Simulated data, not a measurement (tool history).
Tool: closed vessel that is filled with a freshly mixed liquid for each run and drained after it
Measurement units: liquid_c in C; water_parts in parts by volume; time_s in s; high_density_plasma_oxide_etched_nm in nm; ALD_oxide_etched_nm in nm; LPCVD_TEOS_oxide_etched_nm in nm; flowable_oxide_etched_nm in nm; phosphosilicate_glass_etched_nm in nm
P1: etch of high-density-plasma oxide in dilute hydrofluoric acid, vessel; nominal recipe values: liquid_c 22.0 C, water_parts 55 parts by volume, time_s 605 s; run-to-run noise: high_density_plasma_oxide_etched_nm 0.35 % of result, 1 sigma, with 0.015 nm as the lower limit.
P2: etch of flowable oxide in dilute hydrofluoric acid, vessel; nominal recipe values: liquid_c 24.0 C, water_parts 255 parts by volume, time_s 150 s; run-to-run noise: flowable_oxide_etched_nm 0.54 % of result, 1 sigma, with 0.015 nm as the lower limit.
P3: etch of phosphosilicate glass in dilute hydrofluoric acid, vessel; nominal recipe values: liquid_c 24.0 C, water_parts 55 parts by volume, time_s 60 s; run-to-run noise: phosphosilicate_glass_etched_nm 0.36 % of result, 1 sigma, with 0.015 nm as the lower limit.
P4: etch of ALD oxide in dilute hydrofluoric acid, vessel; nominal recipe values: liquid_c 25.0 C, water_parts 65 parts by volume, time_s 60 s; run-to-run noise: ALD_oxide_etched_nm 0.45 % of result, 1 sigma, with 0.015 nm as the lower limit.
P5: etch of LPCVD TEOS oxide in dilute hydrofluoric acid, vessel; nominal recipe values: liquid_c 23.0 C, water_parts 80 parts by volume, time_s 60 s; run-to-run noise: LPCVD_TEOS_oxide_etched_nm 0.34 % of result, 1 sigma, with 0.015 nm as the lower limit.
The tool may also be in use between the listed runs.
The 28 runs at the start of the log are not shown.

run	hour	process	liquid_c	water_parts	time_s	hours since the thermometer was replaced	hours since the hydrofluoric acid flow meter was replaced	high_density_plasma_oxide_etched_nm	ALD_oxide_etched_nm	LPCVD_TEOS_oxide_etched_nm	flowable_oxide_etched_nm	phosphosilicate_glass_etched_nm
29	369.5	P1	22.0	55	150	270.4	666.9	14.932				
30	382.6	P5	23.0	80	60	283.5	680.0			12.202		
31	398.8	P3	24.0	55	60	299.7	696.2					87.990
32	413.5	P4	17.0	65	60	314.4	710.9		13.984			
33	422.8	P1	22.0	55	605	323.7	720.2	60.075				
34	440.7	P1	22.0	55	605	341.6	738.1	62.963				
35	450.4	P1	22.0	55	605	351.3	747.8	63.849				
36	461.0	P1	22.0	55	605	361.9	758.4	64.463				

What does the tool deliver on the next run?
37	472.8	P1	22.0	55	605	373.7	770.2	?				

high_density_plasma_oxide_etched_nm: 64.932 nm
